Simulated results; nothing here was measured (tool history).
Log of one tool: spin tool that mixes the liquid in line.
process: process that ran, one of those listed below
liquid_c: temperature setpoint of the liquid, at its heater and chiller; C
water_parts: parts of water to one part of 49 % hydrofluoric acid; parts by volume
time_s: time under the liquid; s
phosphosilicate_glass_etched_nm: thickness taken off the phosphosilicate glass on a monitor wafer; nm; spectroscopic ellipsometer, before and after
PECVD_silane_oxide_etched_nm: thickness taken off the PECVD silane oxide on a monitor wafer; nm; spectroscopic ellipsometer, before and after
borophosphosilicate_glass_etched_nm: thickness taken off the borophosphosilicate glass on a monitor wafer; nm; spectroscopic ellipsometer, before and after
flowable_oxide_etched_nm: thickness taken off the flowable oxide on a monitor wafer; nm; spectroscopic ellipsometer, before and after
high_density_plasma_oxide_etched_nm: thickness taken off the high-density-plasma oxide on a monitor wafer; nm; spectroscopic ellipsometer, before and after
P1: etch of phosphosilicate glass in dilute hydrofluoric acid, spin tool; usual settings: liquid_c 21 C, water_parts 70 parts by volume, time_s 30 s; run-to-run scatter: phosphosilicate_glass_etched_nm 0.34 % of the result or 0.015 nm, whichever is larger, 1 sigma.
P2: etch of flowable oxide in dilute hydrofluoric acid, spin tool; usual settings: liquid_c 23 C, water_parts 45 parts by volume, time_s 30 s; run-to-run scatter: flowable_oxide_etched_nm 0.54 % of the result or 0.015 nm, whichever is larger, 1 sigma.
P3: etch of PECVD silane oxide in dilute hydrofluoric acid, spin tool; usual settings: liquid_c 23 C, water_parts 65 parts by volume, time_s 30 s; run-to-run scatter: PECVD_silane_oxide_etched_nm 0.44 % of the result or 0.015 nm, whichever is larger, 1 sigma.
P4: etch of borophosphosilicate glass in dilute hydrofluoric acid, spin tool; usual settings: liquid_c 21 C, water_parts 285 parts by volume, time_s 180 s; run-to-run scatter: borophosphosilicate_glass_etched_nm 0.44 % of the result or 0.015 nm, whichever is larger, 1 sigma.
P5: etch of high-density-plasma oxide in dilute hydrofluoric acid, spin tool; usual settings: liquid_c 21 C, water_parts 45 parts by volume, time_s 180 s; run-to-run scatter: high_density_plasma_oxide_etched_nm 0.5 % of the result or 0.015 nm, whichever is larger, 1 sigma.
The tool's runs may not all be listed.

run	hour	process	liquid_c	water_parts	time_s	hours since the thermometer was replaced	hours since the hydrofluoric acid flow meter was replaced	phosphosilicate_glass_etched_nm	PECVD_silane_oxide_etched_nm	borophosphosilicate_glass_etched_nm	flowable_oxide_etched_nm	high_density_plasma_oxide_etched_nm
1	10.8	P1	21	70	30	248.9	1497.2	58.138				
2	18.2	P3	23	25	30	256.3	1504.6		29.428			
3	30.1	P1	17	70	30	268.2	1516.5	48.781				
4	41.5	P3	23	65	30	279.6	1527.9		10.835			
5	50.8	P4	21	285	180	288.9	1537.2			17.639		
6	57.4	P1	21	70	15	295.5	1543.8	28.75				
7	64.6	P2	19.5	45	30	302.7	1551				19.854	
8	71.3	P1	17.5	70	50	309.4	1557.7	83.132				
9	81.4	P1	21	100	30	319.5	1567.8	39.043				
10	86.9	P1	21	70	30	325	1573.3	57.525				
11	94.6	P5	17	45	180	332.7	1581					16.408
12	105.1	P1	17	100	30	343.2	1591.5	33.208				
13	112.6	P1	21	70	30	350.7	1599	58.124				
14	121.5	P4	17	285	180	359.6	1607.9			15.243		
15	133.5	P1	21	70	30	371.6	1619.9	58.06				
16	139.8	P4	21	285	180	377.9	1626.2			17.695		
17	145.2	P2	23	45	60	383.3	1631.6				45.834	
# hour 146.2: thermometer replaced
18	154.7	P5	21	20	180	8.6	1641.1					45.374
19	160.2	P2	23	20	30	14.1	1646.6				53.178	
20	170.7	P5	21	45	180	24.6	1657.1					19.603
21	180.9	P1	27	70	30	34.8	1667.3	73.875				
22	186.9	P5	21	45	350	40.8	1673.3					37.967
23	196.1	P1	21	95	15	50	1682.5	20.754				
24	203.7	P4	21	510	180	57.6	1690.1			8.0942		
25	209.4	P1	21	70	60	63.3	1695.8	115.24				
26	220.8	P1	21	40	30	74.7	1707.2	104.85				
27	229.1	P2	23	45	30	83	1715.5				23.036	
28	240.3	P4	21	285	90	94.2	1726.7			8.7432		
29	250.7	P3	23	65	55	104.6	1737.1		19.803			
30	256.8	P3	17	65	30	110.7	1743.2		8.3822			
31	268.1	P1	21	70	30	122	1754.5	57.533				
32	278.4	P3	23	65	30	132.3	1764.8		10.757			
33	287.9	P5	21	45	180	141.8	1774.3					19.442
34	298.2	P1	21	70	30	152.1	1784.6	57.967				
35	305.6	P1	21	70	30	159.5	1792	56.012				
36	317.5	P1	21	70	30	171.4	1803.9	55.054				
37	323.3	P1	21	70	30	177.2	1809.7	54.189				
38	329.1	P1	21	70	30	183	1815.5	54.101				
39	334.3	P1	21	70	30	188.2	1820.7	53.732				
40	339.9	P1	21	70	30	193.8	1826.3	53.908				
41	351.1	P1	21	70	30	205	1837.5	53.423				
42	357.7	P1	21	70	30	211.6	1844.1	53.16				
43	365.9	P1	21	70	30	219.8	1852.3	53.143				
44	372	P1	21	70	30	225.9	1858.4	52.762				
45	383.8	P1	21	70	30	237.7	1870.2	53.157				

What P1 gives has crept away from where it was. These 2 causes fit the log equally well, each at the size given:
A: liquid colder than its thermometer reads (K) = 2.09
B: hydrofluoric acid flow below the setpoint (%) = 7.72
The creep began at about hour 298.2.

4 check runs are offered, one wafer each, their results left as question marks. Which one tells the causes apart?
check 1	395.6	P2	23	20	30						?	
check 2	395.6	P5	17	45	330							?
check 3	395.6	P3	23	45	30				?			
check 4	395.6	P4	21	460	90					?		

What each check would give under each cause:
check	result	if A	if B
check 1	flowable_oxide_etched_nm	49.246	49.599
check 2	high_density_plasma_oxide_etched_nm	27.507	27.714
check 3	PECVD_silane_oxide_etched_nm	14.655	14.693
check 4	borophosphosilicate_glass_etched_nm	4.3697	4.1961
How far apart the two closest causes lie, in the result that separates them most: check 1 0.71 %; check 2 0.75 %; check 3 0.26 %; check 4 4.05 %
Only check 4 tells the causes apart: in the others they would give nearly the same result.

Then check 4 was run and gave: borophosphosilicate_glass_etched_nm 4.2019 nm. Which cause is it?

It is B: hydrofluoric acid flow below the setpoint (%).
